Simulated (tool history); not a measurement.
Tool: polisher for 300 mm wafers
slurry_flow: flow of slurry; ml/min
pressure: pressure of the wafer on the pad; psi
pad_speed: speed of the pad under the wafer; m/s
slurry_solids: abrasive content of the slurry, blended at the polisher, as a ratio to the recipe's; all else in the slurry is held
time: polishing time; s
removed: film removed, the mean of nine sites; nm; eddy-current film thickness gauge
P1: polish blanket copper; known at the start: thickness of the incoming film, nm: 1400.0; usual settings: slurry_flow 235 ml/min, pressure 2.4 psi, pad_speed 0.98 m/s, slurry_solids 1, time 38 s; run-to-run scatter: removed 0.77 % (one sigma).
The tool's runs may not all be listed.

run   hour  slurry_flow  pressure  pad_speed  slurry_solids  time  removed
  1      5          235       2.4       0.98              1    38   77.272
  2    8.7          140       2.4       0.98              1    38   71.404
  3   13.1          235       1.5       0.98              1    38   48.503
  4   16.4          235       2.4       0.98              1    59   118.24
  5   20.1          310       2.4       0.98              1    38   78.857
  6     26          235       2.4        1.5              1    38   118.65
  7   29.1          235       2.4       0.56           0.55    38   38.458
  8     35          235       2.4       0.98            0.5    38   67.722
  9   38.8          235       2.4       0.44              1    38   34.461
 10   42.4          235       2.4       0.98              1    38   77.558
 11   48.3          235       2.4       0.98           1.45    38   83.335
 12   54.7          235       2.4       0.98              1    38   77.762
 13   58.7          235       2.4       0.98              1    38   76.846
 14   64.1          235       3.7       0.98              1    38   117.75
 15   69.9          235       2.4       0.98              1    38   76.818
 16   73.4          235       2.4       0.98              1    17   34.928
 17   79.2          235       2.4       0.98              1    38   76.866
 18   83.8          235       2.4       0.98              1    38   74.963
 19   88.3          235       2.4       0.98              1    38    74.47
 20   93.1          235       2.4       0.98              1    38   73.648
 21   97.9          235       2.4       0.98              1    38   72.596
      98.8  -- worn pad replaced by a new one
     102.5  -- slurry blender recalibrated
 22  102.9          235       2.4       0.98              1    38   72.401
 23  107.1          235       2.4       0.98              1    38   72.394
 24  111.1          235       2.4       0.98              1    38   72.296
 25  114.9          235       2.4       0.98              1    38   71.326

The next listed run, before its measurement:
 26  121.4          235       2.4       0.98              1    38        ?

{"run 26": {"removed": 71.717}}
